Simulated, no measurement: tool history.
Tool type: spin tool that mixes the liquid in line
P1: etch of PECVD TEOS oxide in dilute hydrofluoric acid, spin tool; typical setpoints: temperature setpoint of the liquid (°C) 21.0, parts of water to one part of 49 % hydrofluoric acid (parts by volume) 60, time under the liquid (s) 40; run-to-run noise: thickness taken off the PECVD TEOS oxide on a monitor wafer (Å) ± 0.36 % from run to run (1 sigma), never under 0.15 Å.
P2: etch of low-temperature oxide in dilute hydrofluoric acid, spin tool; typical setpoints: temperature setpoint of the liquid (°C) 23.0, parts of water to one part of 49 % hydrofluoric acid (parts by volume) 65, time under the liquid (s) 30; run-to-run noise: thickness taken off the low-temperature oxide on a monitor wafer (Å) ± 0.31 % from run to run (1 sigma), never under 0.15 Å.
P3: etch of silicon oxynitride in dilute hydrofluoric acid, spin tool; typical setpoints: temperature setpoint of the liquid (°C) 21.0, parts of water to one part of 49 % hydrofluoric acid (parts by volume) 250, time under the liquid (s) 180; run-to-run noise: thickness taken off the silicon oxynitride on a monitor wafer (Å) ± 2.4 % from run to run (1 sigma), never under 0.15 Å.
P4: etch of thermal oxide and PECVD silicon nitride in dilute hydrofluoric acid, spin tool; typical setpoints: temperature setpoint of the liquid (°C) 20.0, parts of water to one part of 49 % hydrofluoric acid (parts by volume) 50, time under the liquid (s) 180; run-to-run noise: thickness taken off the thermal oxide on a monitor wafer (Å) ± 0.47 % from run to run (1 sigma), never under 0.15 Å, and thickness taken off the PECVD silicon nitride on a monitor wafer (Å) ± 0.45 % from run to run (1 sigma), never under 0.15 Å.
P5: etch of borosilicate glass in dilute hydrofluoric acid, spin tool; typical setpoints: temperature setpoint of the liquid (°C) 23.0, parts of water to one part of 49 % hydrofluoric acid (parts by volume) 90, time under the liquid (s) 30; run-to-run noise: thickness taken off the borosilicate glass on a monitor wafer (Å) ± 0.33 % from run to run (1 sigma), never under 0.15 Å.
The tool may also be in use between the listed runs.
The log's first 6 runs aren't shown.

run   hour  process that ran  temperature setpoint of the liquid (°C)  parts of water to one part of 49 % hydrofluoric acid (parts by volume)  time under the liquid (s)  hours since the thermometer was replaced  hours since the hydrofluoric acid flow meter was replaced  thickness taken off the PECVD TEOS oxide on a monitor wafer (Å)  thickness taken off the silicon oxynitride on a monitor wafer (Å)  thickness taken off the low-temperature oxide on a monitor wafer (Å)  thickness taken off the borosilicate glass on a monitor wafer (Å)  thickness taken off the thermal oxide on a monitor wafer (Å)  thickness taken off the PECVD silicon nitride on a monitor wafer (Å)
  7   23.7                P1                                     26.5                                                                      25                         40                                     629.1                                                     1037.4                                                          547.070
  8   28.7                P1                                     21.0                                                                      30                         40                                     634.1                                                     1042.4                                                          359.480
  9   33.3                P3                                     21.0                                                                     430                        180                                     638.7                                                     1047.0                                                                                                                              5.9473
 10   35.9                P5                                     23.0                                                                      90                         45                                     641.3                                                     1049.6                                                                                                                                                                                                                                                                       269.98
 11   40.4                P4                                     20.0                                                                      50                        275                                     645.8                                                     1054.1                                                                                                                                                                                                                                                                                                                                    225.560                                                                69.302
 12   45.5                P1                                     21.0                                                                      60                         40                                     650.9                                                     1059.2                                                          174.090
 13   49.5                P4                                     20.0                                                                      50                        180                                     654.9                                                     1063.2                                                                                                                                                                                                                                                                                                                                    145.430                                                                45.841
 14   52.6                P3                                     17.0                                                                     250                        180                                     658.0                                                     1066.3                                                                                                                              9.2454
 15   55.9                P5                                     23.0                                                                      40                         30                                     661.3                                                     1069.6                                                                                                                                                                                                                                                                       431.90
 16   58.6                P3                                     21.0                                                                     250                        180                                     664.0                                                     1072.3                                                                                                                             11.5370
 17   63.6                P2                                     23.0                                                                      65                         30                                     669.0                                                     1077.3                                                                                                                                                                                                    87.960
 18   67.9                P1                                     21.0                                                                      60                         40                                     673.3                                                     1081.6                                                          173.800
 19   71.6                P5                                     19.5                                                                      90                         30                                     677.0                                                     1085.3                                                                                                                                                                                                                                                                       155.94
 20   76.8                P4                                     17.0                                                                      50                        180                                     682.2                                                     1090.5                                                                                                                                                                                                                                                                                                                                    129.670                                                                36.677
 21   81.2                P1                                     21.0                                                                      60                         80                                     686.6                                                     1094.9                                                          348.240
 22   84.1                P1                                     21.0                                                                      60                         40                                     689.5                                                     1097.8                                                          173.690
 23   88.2                P1                                     17.0                                                                      60                         40                                     693.6                                                     1101.9                                                          146.960
 24   93.2                P1                                     25.5                                                                      60                         40                                     698.6                                                     1106.9                                                          209.770
 25   97.0                P1                                     21.0                                                                      60                         40                                     702.4                                                     1110.7                                                          173.260
 26   99.9                P4                                     20.0                                                                      90                        180                                     705.3                                                     1113.6                                                                                                                                                                                                                                                                                                                                     77.842                                                                25.712
 27  102.3                P1                                     21.0                                                                      60                         15                                     707.7                                                     1116.0                                                           65.178

Run 28 is up next; what results do you expect?
 28  105.6                P2                                     23.0                                                                      65                         15                                     711.0                                                     1119.3                                                                                                                                                                                                         ?

Run 28 produced thickness taken off the low-temperature oxide on a monitor wafer (Å) 43.935.
